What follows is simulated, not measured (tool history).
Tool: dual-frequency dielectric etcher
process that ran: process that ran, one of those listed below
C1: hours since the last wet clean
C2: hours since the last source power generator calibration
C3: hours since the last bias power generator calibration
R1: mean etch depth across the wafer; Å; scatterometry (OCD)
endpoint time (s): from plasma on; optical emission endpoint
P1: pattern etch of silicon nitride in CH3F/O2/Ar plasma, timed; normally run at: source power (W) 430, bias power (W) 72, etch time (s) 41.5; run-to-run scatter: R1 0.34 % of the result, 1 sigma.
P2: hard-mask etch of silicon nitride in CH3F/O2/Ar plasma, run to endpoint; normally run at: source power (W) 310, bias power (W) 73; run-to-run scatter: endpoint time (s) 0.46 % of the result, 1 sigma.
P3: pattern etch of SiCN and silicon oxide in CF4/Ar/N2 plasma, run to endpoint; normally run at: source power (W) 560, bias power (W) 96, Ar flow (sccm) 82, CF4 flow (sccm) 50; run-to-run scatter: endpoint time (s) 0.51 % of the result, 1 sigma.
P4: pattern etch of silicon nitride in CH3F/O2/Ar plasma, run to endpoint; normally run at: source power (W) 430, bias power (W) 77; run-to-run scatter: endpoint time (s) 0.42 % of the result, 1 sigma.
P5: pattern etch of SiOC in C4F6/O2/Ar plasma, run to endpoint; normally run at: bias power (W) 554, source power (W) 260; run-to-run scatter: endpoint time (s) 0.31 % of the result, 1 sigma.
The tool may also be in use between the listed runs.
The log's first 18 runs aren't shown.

{"run": 19, "hour": 222.8, "process that ran": "P2", "source power (W)": 310, "bias power (W)": 44, "C1": 565.2, "C2": 139.3, "C3": 927.2, "endpoint time (s)": 89.399}
{"run": 20, "hour": 232.5, "process that ran": "P2", "source power (W)": 310, "bias power (W)": 73, "C1": 574.9, "C2": 149.0, "C3": 936.9, "endpoint time (s)": 75.675}
{"run": 21, "hour": 246.4, "process that ran": "P4", "source power (W)": 430, "bias power (W)": 77, "C1": 588.8, "C2": 162.9, "C3": 950.8, "endpoint time (s)": 37.736}
{"run": 22, "hour": 256.0, "process that ran": "P1", "source power (W)": 430, "bias power (W)": 72, "etch time (s)": 41.5, "C1": 598.4, "C2": 172.5, "C3": 960.4, "R1": 300.19}
{"run": 23, "hour": 267.2, "process that ran": "P1", "source power (W)": 520, "bias power (W)": 72, "etch time (s)": 41.5, "C1": 609.6, "C2": 183.7, "C3": 971.6, "R1": 324.45}
{"run": 24, "hour": 283.0, "process that ran": "P3", "source power (W)": 730, "bias power (W)": 96, "Ar flow (sccm)": 82, "CF4 flow (sccm)": 50, "C1": 625.4, "C2": 199.5, "C3": 987.4, "endpoint time (s)": 12.476}
{"run": 25, "hour": 291.4, "process that ran": "P1", "source power (W)": 430, "bias power (W)": 72, "etch time (s)": 41.5, "C1": 633.8, "C2": 207.9, "C3": 995.8, "R1": 300.29}
{"run": 26, "hour": 303.9, "process that ran": "P5", "source power (W)": 340, "bias power (W)": 554, "C1": 646.3, "C2": 220.4, "C3": 1008.3, "endpoint time (s)": 16.604}
{"run": 27, "hour": 312.3, "process that ran": "P3", "source power (W)": 560, "bias power (W)": 96, "Ar flow (sccm)": 115, "CF4 flow (sccm)": 50, "C1": 654.7, "C2": 228.8, "C3": 1016.7, "endpoint time (s)": 16.542}
{"run": 28, "hour": 321.5, "process that ran": "P3", "source power (W)": 560, "bias power (W)": 96, "Ar flow (sccm)": 82, "CF4 flow (sccm)": 62, "C1": 663.9, "C2": 238.0, "C3": 1025.9, "endpoint time (s)": 15.305}
{"run": 29, "hour": 335.6, "process that ran": "P1", "source power (W)": 290, "bias power (W)": 72, "etch time (s)": 41.5, "C1": 678.0, "C2": 252.1, "C3": 1040.0, "R1": 257.65}
{"run": 30, "hour": 349.8, "process that ran": "P1", "source power (W)": 430, "bias power (W)": 72, "etch time (s)": 41.5, "C1": 692.2, "C2": 266.3, "C3": 1054.2, "R1": 300.34}
{"run": 31, "hour": 360.2, "process that ran": "P1", "source power (W)": 430, "bias power (W)": 72, "etch time (s)": 41.5, "C1": 702.6, "C2": 276.7, "C3": 1064.6, "R1": 297.25}
{"run": 32, "hour": 368.0, "process that ran": "P1", "source power (W)": 430, "bias power (W)": 72, "etch time (s)": 41.5, "C1": 710.4, "C2": 284.5, "C3": 1072.4, "R1": 296.82}
{"run": 33, "hour": 382.4, "process that ran": "P1", "source power (W)": 430, "bias power (W)": 72, "etch time (s)": 41.5, "C1": 724.8, "C2": 298.9, "C3": 1086.8, "R1": 295.67}
{"hour": 390.8, "done": "wet clean of the chamber"}
{"run": 34, "hour": 394.4, "process that ran": "P1", "source power (W)": 430, "bias power (W)": 72, "etch time (s)": 41.5, "C1": 3.7, "C2": 310.9, "C3": 1098.8, "R1": 294.58}
{"run": 35, "hour": 402.7, "process that ran": "P1", "source power (W)": 430, "bias power (W)": 72, "etch time (s)": 41.5, "C1": 12.0, "C2": 319.2, "C3": 1107.1, "R1": 294.9}

Forecast run 36:
{"run": 36, "hour": 413.2, "process that ran": "P1", "source power (W)": 430, "bias power (W)": 72, "etch time (s)": 41.5, "C1": 22.5, "C2": 329.7, "C3": 1117.6, "R1": "?"}

Run 36 gave R1 295.09 Å.
